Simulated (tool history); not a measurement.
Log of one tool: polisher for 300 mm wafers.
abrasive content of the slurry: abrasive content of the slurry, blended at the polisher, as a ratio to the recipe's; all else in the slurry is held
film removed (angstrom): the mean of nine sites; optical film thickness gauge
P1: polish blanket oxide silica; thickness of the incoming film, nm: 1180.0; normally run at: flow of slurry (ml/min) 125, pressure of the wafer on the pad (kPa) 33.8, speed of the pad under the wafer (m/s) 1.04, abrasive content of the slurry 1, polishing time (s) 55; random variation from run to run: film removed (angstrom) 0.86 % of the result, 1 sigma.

run     day  flow of slurry (ml/min)  pressure of the wafer on the pad (kPa)  speed of the pad under the wafer (m/s)  abrasive content of the slurry  polishing time (s)  film removed (angstrom)
  1   0.338                      125                                    33.8                                    1.04                               1                  55                   2043.5
  2    0.85                      125                                    33.8                                    1.04                               1                  55                   2047.1
  3   1.146                      125                                    24.1                                    1.52                               1                  55                   1956.4
  4   1.579                      125                                    33.8                                    1.04                               1                  55                   2053.6
  5   2.162                      125                                    33.8                                    1.04                               1                  55                   2007.4
      2.362  -- conditioning disc replaced and pad reconditioned
  6   2.738                      125                                    53.1                                    1.04                               1                  55                   3230.5
  7   3.004                      125                                    33.8                                    1.04                               1                  55                     2059
  8   3.592                      125                                    33.8                                    1.04                               1                  84                   3108.9
  9   3.883                      180                                    33.8                                    1.04                               1                  55                   2163.4
 10   4.296                      125                                    33.8                                    1.56                               1                  55                   2797.7
 11   4.812                      125                                    33.8                                    0.58                               1                  55                   1274.5
 12   5.179                       75                                    33.8                                    1.04                               1                  55                   1794.8
 13   5.692                      125                                    33.8                                    1.04                               1                  55                   2039.5
 14   6.275                      125                                    33.8                                    1.04                            0.75                  55                   1763.7
 15   6.671                      125                                    33.8                                    1.04                               1                  55                   2037.7
 16   7.021                      125                                    15.2                                    1.04                               1                  55                   897.28
 17   7.567                      125                                    33.8                                    1.04                            1.45                  55                   2407.3
 18   8.117                      125                                    33.8                                    1.04                               1                  34                     1259
 19   8.512                      125                                    33.8                                    1.04                               1                  55                   2043.8
 20   8.996                      125                                    33.8                                    1.04                               1                  55                     1965
 21   9.408                      125                                    33.8                                    1.04                               1                  55                   1898.4
 22   9.683                      125                                    33.8                                    1.04                               1                  55                   1919.6
      9.779  -- worn pad replaced by a new one
 23  10.096                      125                                    33.8                                    1.04                               1                  55                   1900.8
      10.45  -- slurry blender recalibrated
 24  10.454                      125                                    33.8                                    1.04                               1                  55                   1866.9
     10.475  -- conditioning disc replaced and pad reconditioned
 25  10.971                      125                                    33.8                                    1.04                               1                  55                   1867.6

Run 26 comes next. What will it give?
 26  11.4                      125                                    33.8                                    1.04                               1                  55                        ?

film removed (angstrom): 1856.1

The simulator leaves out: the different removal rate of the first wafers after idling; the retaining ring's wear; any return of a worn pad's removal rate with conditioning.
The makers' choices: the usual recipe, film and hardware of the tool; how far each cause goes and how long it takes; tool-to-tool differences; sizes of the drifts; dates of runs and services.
